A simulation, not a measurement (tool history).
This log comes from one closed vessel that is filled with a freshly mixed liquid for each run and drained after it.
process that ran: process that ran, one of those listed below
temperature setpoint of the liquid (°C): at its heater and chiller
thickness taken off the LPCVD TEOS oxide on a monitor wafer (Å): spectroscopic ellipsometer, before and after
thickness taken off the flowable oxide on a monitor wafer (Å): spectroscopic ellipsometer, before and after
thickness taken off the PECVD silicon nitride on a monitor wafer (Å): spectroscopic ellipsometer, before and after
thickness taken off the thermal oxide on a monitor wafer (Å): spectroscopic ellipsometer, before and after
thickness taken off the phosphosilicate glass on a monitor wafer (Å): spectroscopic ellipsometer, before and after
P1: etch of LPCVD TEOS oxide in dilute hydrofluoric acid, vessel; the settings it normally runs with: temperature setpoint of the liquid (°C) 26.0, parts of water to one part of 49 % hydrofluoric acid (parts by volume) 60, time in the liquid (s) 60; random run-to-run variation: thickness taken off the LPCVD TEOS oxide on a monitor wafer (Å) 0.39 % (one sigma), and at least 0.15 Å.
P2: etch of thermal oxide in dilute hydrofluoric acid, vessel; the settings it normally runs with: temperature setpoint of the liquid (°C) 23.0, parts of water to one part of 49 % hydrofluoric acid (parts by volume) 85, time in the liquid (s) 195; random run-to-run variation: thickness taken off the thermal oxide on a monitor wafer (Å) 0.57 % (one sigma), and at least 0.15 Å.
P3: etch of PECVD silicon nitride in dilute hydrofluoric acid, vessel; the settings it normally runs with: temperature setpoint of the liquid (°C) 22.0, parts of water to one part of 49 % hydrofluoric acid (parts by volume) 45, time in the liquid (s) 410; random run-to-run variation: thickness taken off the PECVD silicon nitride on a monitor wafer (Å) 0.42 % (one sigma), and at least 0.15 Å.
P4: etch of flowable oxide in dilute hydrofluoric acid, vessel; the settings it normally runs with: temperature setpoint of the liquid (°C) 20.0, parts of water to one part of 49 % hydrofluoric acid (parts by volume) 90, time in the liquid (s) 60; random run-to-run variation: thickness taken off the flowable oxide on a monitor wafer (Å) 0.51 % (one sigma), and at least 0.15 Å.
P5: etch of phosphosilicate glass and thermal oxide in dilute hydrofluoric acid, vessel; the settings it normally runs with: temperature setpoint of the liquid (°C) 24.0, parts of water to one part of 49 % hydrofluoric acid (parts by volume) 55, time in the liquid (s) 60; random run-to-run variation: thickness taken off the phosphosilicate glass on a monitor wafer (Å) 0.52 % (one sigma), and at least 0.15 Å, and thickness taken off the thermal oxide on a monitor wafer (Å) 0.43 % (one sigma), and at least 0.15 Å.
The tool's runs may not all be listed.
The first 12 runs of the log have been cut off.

| run | hour | process that ran | temperature setpoint of the liquid (°C) | parts of water to one part of 49 % hydrofluoric acid (parts by volume) | time in the liquid (s) | hours since the thermometer was replaced | hours since the hydrofluoric acid flow meter was replaced | thickness taken off the LPCVD TEOS oxide on a monitor wafer (Å) | thickness taken off the flowable oxide on a monitor wafer (Å) | thickness taken off the PECVD silicon nitride on a monitor wafer (Å) | thickness taken off the thermal oxide on a monitor wafer (Å) | thickness taken off the phosphosilicate glass on a monitor wafer (Å) |
|---|---|---|---|---|---|---|---|---|---|---|---|---|
| 13 | 66.9 | P1 | 19.5 | 60 | 60 | 440.7 | 1315.6 | 482.41 |  |  |  |  |
| 14 | 72.9 | P1 | 26.0 | 60 | 60 | 446.7 | 1321.6 | 626.76 |  |  |  |  |
| 15 | 78.6 | P5 | 24.0 | 20 | 60 | 452.4 | 1327.3 |  |  |  | 152.640 | 6475.4 |
| 16 | 85.1 | P3 | 22.0 | 45 | 705 | 458.9 | 1333.8 |  |  | 327.20 |  |  |
| 17 | 91.1 | P5 | 30.5 | 55 | 60 | 464.9 | 1339.8 |  |  |  | 68.184 | 2901.8 |
| 18 | 94.8 | P3 | 22.0 | 20 | 410 | 468.6 | 1343.5 |  |  | 416.29 |  |  |
| 19 | 100.7 | P1 | 26.0 | 60 | 60 | 474.5 | 1349.4 | 633.35 |  |  |  |  |
| 20 | 104.7 | P4 | 20.0 | 30 | 60 | 478.5 | 1353.4 |  | 626.660 |  |  |  |
| 21 | 112.2 | P1 | 26.0 | 95 | 60 | 486.0 | 1360.9 | 382.27 |  |  |  |  |
| 22 | 116.8 | P3 | 22.0 | 45 | 410 | 490.6 | 1365.5 |  |  | 189.37 |  |  |
| 23 | 120.3 | P4 | 20.0 | 90 | 30 | 494.1 | 1369.0 |  | 97.632 |  |  |  |
| 24 | 125.1 | P4 | 17.0 | 90 | 60 | 498.9 | 1373.8 |  | 171.880 |  |  |  |
| 25 | 131.1 | P1 | 26.0 | 60 | 60 | 504.9 | 1379.8 | 633.96 |  |  |  |  |
| 26 | 137.7 | P2 | 23.0 | 20 | 195 | 511.5 | 1386.4 |  |  |  | 496.980 |  |
| 27 | 145.3 | P1 | 26.0 | 40 | 60 | 519.1 | 1394.0 | 972.11 |  |  |  |  |
| 28 | 151.8 | P1 | 26.0 | 60 | 30 | 525.6 | 1400.5 | 319.21 |  |  |  |  |
| 29 | 157.9 | P1 | 31.0 | 60 | 60 | 531.7 | 1406.6 | 766.26 |  |  |  |  |
| 30 | 164.8 | P1 | 26.0 | 60 | 95 | 538.6 | 1413.5 | 1001.90 |  |  |  |  |

For run 31, what comes out?
| 31 | 170.5 | P1 | 26.0 | 60 | 60 | 544.3 | 1419.2 | ? |  |  |  |  |

{"run 31": {"thickness taken off the LPCVD TEOS oxide on a monitor wafer (Å)": 630.88}}

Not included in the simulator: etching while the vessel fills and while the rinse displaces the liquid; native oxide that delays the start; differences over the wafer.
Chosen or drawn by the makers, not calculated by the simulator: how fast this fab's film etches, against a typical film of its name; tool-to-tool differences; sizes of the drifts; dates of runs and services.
